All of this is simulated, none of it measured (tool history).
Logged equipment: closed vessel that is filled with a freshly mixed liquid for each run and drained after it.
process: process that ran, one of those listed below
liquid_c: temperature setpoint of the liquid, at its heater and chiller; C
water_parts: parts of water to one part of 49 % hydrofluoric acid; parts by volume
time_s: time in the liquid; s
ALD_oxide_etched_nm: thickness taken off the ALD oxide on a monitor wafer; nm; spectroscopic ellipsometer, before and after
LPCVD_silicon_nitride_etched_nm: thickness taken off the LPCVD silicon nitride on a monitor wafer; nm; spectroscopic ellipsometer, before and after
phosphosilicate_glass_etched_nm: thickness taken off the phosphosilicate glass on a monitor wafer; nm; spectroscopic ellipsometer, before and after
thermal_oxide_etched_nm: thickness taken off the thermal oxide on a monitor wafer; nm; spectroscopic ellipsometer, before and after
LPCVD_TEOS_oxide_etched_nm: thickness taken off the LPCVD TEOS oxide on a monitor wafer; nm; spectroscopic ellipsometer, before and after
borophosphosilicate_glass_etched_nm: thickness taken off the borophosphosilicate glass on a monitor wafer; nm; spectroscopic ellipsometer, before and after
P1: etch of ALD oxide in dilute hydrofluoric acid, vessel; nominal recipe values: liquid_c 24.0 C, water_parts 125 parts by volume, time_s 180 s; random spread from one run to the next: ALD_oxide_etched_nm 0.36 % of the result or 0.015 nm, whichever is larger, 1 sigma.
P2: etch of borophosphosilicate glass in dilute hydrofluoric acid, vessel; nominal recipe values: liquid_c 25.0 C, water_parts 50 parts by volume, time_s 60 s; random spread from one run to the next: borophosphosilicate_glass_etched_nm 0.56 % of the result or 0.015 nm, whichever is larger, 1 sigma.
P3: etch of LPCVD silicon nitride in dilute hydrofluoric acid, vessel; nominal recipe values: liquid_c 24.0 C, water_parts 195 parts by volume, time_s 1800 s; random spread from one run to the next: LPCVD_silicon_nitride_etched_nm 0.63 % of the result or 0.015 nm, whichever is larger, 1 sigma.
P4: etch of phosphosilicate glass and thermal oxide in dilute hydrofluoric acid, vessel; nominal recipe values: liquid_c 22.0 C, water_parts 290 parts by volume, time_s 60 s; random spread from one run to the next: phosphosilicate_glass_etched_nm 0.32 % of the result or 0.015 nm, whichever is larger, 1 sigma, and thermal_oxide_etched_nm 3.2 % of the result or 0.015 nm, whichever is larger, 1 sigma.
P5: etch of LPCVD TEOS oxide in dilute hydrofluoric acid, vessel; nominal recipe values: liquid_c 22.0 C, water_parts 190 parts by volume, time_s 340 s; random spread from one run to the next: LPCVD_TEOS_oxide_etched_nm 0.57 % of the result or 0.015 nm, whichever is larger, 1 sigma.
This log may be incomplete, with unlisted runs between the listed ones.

run,hour,process,liquid_c,water_parts,time_s,hours since the thermometer was replaced,hours since the hydrofluoric acid flow meter was replaced,ALD_oxide_etched_nm,LPCVD_silicon_nitride_etched_nm,phosphosilicate_glass_etched_nm,thermal_oxide_etched_nm,LPCVD_TEOS_oxide_etched_nm,borophosphosilicate_glass_etched_nm
1,15.8,P1,24.0,125,180,536.3,1157.5,26.796,,,,,
2,27.9,P3,24.0,195,1800,548.4,1169.6,,4.68370,,,,
3,41.3,P1,24.0,125,70,561.8,1183.0,10.479,,,,,
4,50.7,P1,32.5,125,180,571.2,1192.4,37.111,,,,,
5,67.6,P4,22.0,290,60,588.1,1209.3,,,26.169,0.72933,,
6,79.9,P4,17.0,290,60,600.4,1221.6,,,21.851,0.65425,,
7,91.9,P1,24.0,125,360,612.4,1233.6,54.184,,,,,
8,101.1,P4,22.0,290,30,621.6,1242.8,,,13.081,0.39039,,
9,114.6,P1,24.0,125,180,635.1,1256.3,27.149,,,,,
10,124.1,P1,32.0,125,65,644.6,1265.8,13.193,,,,,
11,133.4,P4,22.0,290,60,653.9,1275.1,,,26.121,0.78953,,
12,147.3,P5,22.0,190,340,667.8,1289.0,,,,,33.739,
13,159.8,P1,17.0,125,180,680.3,1301.5,20.330,,,,,
14,171.4,P1,24.0,175,180,691.9,1313.1,18.100,,,,,
15,186.4,P3,30.5,195,1800,706.9,1328.1,,6.93650,,,,
16,198.0,P1,24.0,40,180,718.5,1339.7,93.787,,,,,
17,212.9,P5,22.0,190,665,733.4,1354.6,,,,,65.710,
18,224.1,P5,22.0,265,340,744.6,1365.8,,,,,22.245,
19,234.7,P1,24.0,125,180,755.2,1376.4,27.125,,,,,
20,243.6,P2,33.0,50,60,764.1,1385.3,,,,,,95.176
21,258.5,P5,28.0,190,340,779.0,1400.2,,,,,42.080,
22,272.1,P4,22.0,85,60,792.6,1413.8,,,111.040,3.21220,,
23,283.6,P3,24.0,60,1800,804.1,1425.3,,14.80600,,,,
24,294.5,P3,24.0,195,230,815.0,1436.2,,0.58523,,,,
25,306.4,P2,25.0,50,60,826.9,1448.1,,,,,,69.367
26,314.8,P2,25.0,50,115,835.3,1456.5,,,,,,133.290
27,331.5,P1,24.0,125,180,852.0,1473.2,26.983,,,,,
28,344.4,P2,25.0,20,60,864.9,1486.1,,,,,,181.650
29,355.9,P1,24.0,125,180,876.4,1497.6,27.109,,,,,
30,365.1,P1,24.0,125,180,885.6,1506.8,26.936,,,,,
31,374.6,P1,24.0,125,180,895.1,1516.3,27.538,,,,,
32,384.1,P1,24.0,125,180,904.6,1525.8,27.879,,,,,
33,394.2,P1,24.0,125,180,914.7,1535.9,28.168,,,,,
34,407.3,P1,24.0,125,180,927.8,1549.0,28.439,,,,,
35,420.8,P1,24.0,125,180,941.3,1562.5,28.430,,,,,
36,436.5,P1,24.0,125,180,957.0,1578.2,28.528,,,,,
37,451.4,P1,24.0,125,180,971.9,1593.1,28.660,,,,,
38,462.8,P1,24.0,125,180,983.3,1604.5,28.688,,,,,
39,471.5,P1,24.0,125,180,992.0,1613.2,28.611,,,,,

The output of P1 has drifted from where it used to be. Each of the 2 causes below, taken at the size shown beside it, accounts for the log equally well:
A: liquid hotter than its thermometer reads (K) = 1.52
B: hydrofluoric acid flow above the setpoint (%) = 5.23
Onset of the creep was near hour 365.1.

The check runs listed below each take one wafer, and their results are still question marks. Under which run would the listed causes lead to clearly different results?
check 1,480.2,P5,22.0,190,620,,,,,,,?,
check 2,480.2,P3,24.0,95,895,,,,?,,,,
check 3,480.2,P4,22.0,140,30,,,,,?,?,,
check 4,480.2,P2,25.0,30,60,,,,,,,,?

Predicted outcomes, by check and by cause:
check,result,if A,if B
check 1,LPCVD_TEOS_oxide_etched_nm,64.821,65.048
check 2,LPCVD_silicon_nitride_etched_nm,5.16530,4.91590
check 3,phosphosilicate_glass_etched_nm,33.585,33.568
check 3,thermal_oxide_etched_nm,0.98859,0.98809
check 4,borophosphosilicate_glass_etched_nm,126.830,125.600
Gap, in per cent, between the two causes that each check separates least, read from the result that separates them most: check 1 0.35 %; check 2 4.95 %; check 3 0.05 %; check 4 0.98 %
Check 2 distinguishes between the causes, while the remaining checks would return nearly the same result for all of them.

Here is what check 2 returned: LPCVD_silicon_nitride_etched_nm 5.15610 nm. Which cause is it?

A is the cause: liquid hotter than its thermometer reads (K).

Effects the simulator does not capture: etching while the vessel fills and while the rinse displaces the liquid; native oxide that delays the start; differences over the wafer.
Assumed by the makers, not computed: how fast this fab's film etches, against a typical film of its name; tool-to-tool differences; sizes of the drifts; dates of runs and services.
